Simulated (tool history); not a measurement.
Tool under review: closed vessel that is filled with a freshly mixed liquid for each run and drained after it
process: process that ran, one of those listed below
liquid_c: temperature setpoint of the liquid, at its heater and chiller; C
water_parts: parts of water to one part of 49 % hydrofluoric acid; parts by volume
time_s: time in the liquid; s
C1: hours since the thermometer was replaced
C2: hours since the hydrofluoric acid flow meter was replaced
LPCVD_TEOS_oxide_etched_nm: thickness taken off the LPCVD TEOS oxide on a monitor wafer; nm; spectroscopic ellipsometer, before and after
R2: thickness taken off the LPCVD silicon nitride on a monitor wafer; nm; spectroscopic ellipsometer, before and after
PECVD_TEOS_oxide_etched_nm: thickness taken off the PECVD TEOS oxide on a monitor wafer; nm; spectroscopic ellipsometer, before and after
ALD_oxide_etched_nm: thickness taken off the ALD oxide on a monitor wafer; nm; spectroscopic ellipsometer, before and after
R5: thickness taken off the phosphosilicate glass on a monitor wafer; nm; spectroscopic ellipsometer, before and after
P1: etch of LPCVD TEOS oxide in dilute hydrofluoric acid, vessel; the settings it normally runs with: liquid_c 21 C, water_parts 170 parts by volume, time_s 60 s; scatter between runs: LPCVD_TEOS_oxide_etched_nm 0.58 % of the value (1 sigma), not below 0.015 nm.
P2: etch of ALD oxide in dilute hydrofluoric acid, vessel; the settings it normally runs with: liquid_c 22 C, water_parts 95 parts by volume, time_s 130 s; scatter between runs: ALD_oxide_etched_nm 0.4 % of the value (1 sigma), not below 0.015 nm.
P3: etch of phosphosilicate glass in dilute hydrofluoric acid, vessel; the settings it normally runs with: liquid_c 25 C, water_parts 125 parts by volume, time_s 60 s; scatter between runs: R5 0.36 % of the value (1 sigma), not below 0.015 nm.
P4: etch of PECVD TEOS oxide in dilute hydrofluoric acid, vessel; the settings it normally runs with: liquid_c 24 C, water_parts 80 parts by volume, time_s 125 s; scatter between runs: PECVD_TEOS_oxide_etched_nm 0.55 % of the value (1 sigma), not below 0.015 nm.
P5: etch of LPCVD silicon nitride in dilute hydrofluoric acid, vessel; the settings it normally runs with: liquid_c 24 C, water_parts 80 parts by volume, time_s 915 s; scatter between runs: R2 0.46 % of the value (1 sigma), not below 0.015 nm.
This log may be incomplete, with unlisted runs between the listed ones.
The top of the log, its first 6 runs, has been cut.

{"run": 7, "hour": 86.5, "process": "P5", "liquid_c": 24, "water_parts": 130, "time_s": 915, "C1": 1759.9, "C2": 280.6, "R2": 3.3077}
{"run": 8, "hour": 94.9, "process": "P4", "liquid_c": 24, "water_parts": 115, "time_s": 125, "C1": 1768.3, "C2": 289, "PECVD_TEOS_oxide_etched_nm": 21.604}
{"run": 9, "hour": 103.5, "process": "P1", "liquid_c": 21, "water_parts": 280, "time_s": 60, "C1": 1776.9, "C2": 297.6, "LPCVD_TEOS_oxide_etched_nm": 8.8773}
{"run": 10, "hour": 116.3, "process": "P1", "liquid_c": 26.5, "water_parts": 170, "time_s": 60, "C1": 1789.7, "C2": 310.4, "LPCVD_TEOS_oxide_etched_nm": 20.291}
{"run": 11, "hour": 124.5, "process": "P1", "liquid_c": 21, "water_parts": 170, "time_s": 60, "C1": 1797.9, "C2": 318.6, "LPCVD_TEOS_oxide_etched_nm": 16.537}
{"run": 12, "hour": 135.1, "process": "P4", "liquid_c": 24, "water_parts": 80, "time_s": 125, "C1": 1808.5, "C2": 329.2, "PECVD_TEOS_oxide_etched_nm": 32.523}
{"run": 13, "hour": 152.6, "process": "P1", "liquid_c": 21, "water_parts": 170, "time_s": 105, "C1": 1826, "C2": 346.7, "LPCVD_TEOS_oxide_etched_nm": 29.248}
{"run": 14, "hour": 161.5, "process": "P4", "liquid_c": 20, "water_parts": 80, "time_s": 125, "C1": 1834.9, "C2": 355.6, "PECVD_TEOS_oxide_etched_nm": 27.648}
{"run": 15, "hour": 175.8, "process": "P2", "liquid_c": 29.5, "water_parts": 95, "time_s": 130, "C1": 1849.2, "C2": 369.9, "ALD_oxide_etched_nm": 51.383}
{"run": 16, "hour": 185.4, "process": "P3", "liquid_c": 25, "water_parts": 125, "time_s": 30, "C1": 1858.8, "C2": 379.5, "R5": 20.675}
{"run": 17, "hour": 194.5, "process": "P2", "liquid_c": 22, "water_parts": 145, "time_s": 130, "C1": 1867.9, "C2": 388.6, "ALD_oxide_etched_nm": 23.649}
{"run": 18, "hour": 206.8, "process": "P2", "liquid_c": 22, "water_parts": 95, "time_s": 130, "C1": 1880.2, "C2": 400.9, "ALD_oxide_etched_nm": 38.226}
{"run": 19, "hour": 225.4, "process": "P3", "liquid_c": 18, "water_parts": 125, "time_s": 60, "C1": 1898.8, "C2": 419.5, "R5": 31.367}
{"run": 20, "hour": 239.7, "process": "P3", "liquid_c": 25, "water_parts": 125, "time_s": 60, "C1": 1913.1, "C2": 433.8, "R5": 41.251}
{"run": 21, "hour": 249.4, "process": "P1", "liquid_c": 21, "water_parts": 170, "time_s": 60, "C1": 1922.8, "C2": 443.5, "LPCVD_TEOS_oxide_etched_nm": 16.324}
{"run": 22, "hour": 260.3, "process": "P5", "liquid_c": 17, "water_parts": 80, "time_s": 915, "C1": 1933.7, "C2": 454.4, "R2": 3.3492}
{"run": 23, "hour": 269.2, "process": "P2", "liquid_c": 22, "water_parts": 95, "time_s": 220, "C1": 1942.6, "C2": 463.3, "ALD_oxide_etched_nm": 64.68}
{"run": 24, "hour": 282.1, "process": "P1", "liquid_c": 17, "water_parts": 170, "time_s": 60, "C1": 1955.5, "C2": 476.2, "LPCVD_TEOS_oxide_etched_nm": 14.15}
{"run": 25, "hour": 295.8, "process": "P3", "liquid_c": 25, "water_parts": 125, "time_s": 60, "C1": 1969.2, "C2": 489.9, "R5": 41.268}

What will run 26 give?
{"run": 26, "hour": 309.1, "process": "P4", "liquid_c": 24, "water_parts": 80, "time_s": 30, "C1": 1982.5, "C2": 503.2, "PECVD_TEOS_oxide_etched_nm": "?"}

{"run 26": {"PECVD_TEOS_oxide_etched_nm": 7.7738}}

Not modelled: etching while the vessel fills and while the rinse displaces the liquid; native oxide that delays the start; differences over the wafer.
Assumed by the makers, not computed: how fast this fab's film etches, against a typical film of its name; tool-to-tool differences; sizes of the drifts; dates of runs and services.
